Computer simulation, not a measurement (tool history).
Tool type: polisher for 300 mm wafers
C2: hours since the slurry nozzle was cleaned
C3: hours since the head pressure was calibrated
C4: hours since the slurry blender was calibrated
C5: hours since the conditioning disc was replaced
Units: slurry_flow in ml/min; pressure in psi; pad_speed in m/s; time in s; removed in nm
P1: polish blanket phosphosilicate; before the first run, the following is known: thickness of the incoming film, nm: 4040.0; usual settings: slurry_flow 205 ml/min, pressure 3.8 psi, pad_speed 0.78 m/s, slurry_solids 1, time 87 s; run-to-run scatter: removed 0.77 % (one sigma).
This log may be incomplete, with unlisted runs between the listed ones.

run 1 day=0.746 | slurry_flow=205 pressure=3.8 pad_speed=0.78 slurry_solids=1 time=87 | wafers_polished_on_this_pad=754 C2=611.8 C3=825.6 C4=285.4 C5=182.5 | removed=690.85
run 2 day=1.142 | slurry_flow=205 pressure=3.8 pad_speed=0.78 slurry_solids=1 time=123 | wafers_polished_on_this_pad=840 C2=621.3 C3=835.1 C4=294.9 C5=192 | removed=975.76
run 3 day=1.667 | slurry_flow=205 pressure=3.8 pad_speed=1.18 slurry_solids=1 time=87 | wafers_polished_on_this_pad=953 C2=633.9 C3=847.7 C4=307.5 C5=204.6 | removed=957.06
run 4 day=2.229 | slurry_flow=280 pressure=3.8 pad_speed=0.78 slurry_solids=1 time=87 | wafers_polished_on_this_pad=1074 C2=647.4 C3=861.2 C4=321 C5=218.1 | removed=697.08
run 5 day=2.742 | slurry_flow=205 pressure=2.5 pad_speed=0.78 slurry_solids=1 time=87 | wafers_polished_on_this_pad=1185 C2=659.7 C3=873.5 C4=333.3 C5=230.4 | removed=447.88
run 6 day=3.346 | slurry_flow=205 pressure=3.8 pad_speed=0.78 slurry_solids=1 time=87 | wafers_polished_on_this_pad=1315 C2=674.2 C3=888 C4=347.8 C5=244.9 | removed=685.5
run 7 day=3.971 | slurry_flow=125 pressure=3.8 pad_speed=0.78 slurry_solids=1 time=87 | wafers_polished_on_this_pad=1450 C2=689.2 C3=903 C4=362.8 C5=259.9 | removed=632.24
run 8 day=4.696 | slurry_flow=205 pressure=3.8 pad_speed=0.78 slurry_solids=0.75 time=87 | wafers_polished_on_this_pad=1607 C2=706.6 C3=920.4 C4=380.2 C5=277.3 | removed=596.99
run 9 day=5.15 | slurry_flow=205 pressure=3.8 pad_speed=0.78 slurry_solids=1 time=62 | wafers_polished_on_this_pad=1705 C2=717.5 C3=931.3 C4=391.1 C5=288.2 | removed=498.35
run 10 day=5.8 | slurry_flow=205 pressure=3.8 pad_speed=0.78 slurry_solids=1 time=87 | wafers_polished_on_this_pad=1845 C2=733.1 C3=946.9 C4=406.7 C5=303.8 | removed=690.81
run 11 day=6.471 | slurry_flow=205 pressure=3.8 pad_speed=0.78 slurry_solids=1 time=87 | wafers_polished_on_this_pad=1990 C2=749.2 C3=963 C4=422.8 C5=319.9 | removed=680.41
run 12 day=6.979 | slurry_flow=205 pressure=5.9 pad_speed=0.78 slurry_solids=1 time=87 | wafers_polished_on_this_pad=2100 C2=761.4 C3=975.2 C4=435 C5=332.1 | removed=1053.3
run 13 day=7.396 | slurry_flow=205 pressure=3.8 pad_speed=0.78 slurry_solids=1 time=87 | wafers_polished_on_this_pad=2190 C2=771.4 C3=985.2 C4=445 C5=342.1 | removed=679.93

Estimate the outcome of run 14 from the log above:
run 14 day=8.1 | slurry_flow=205 pressure=3.8 pad_speed=0.78 slurry_solids=1.45 time=87 | wafers_polished_on_this_pad=2342 C2=788.3 C3=1002.1 C4=461.9 C5=359 | removed=?

{"run 14": {"removed": 799.36}}

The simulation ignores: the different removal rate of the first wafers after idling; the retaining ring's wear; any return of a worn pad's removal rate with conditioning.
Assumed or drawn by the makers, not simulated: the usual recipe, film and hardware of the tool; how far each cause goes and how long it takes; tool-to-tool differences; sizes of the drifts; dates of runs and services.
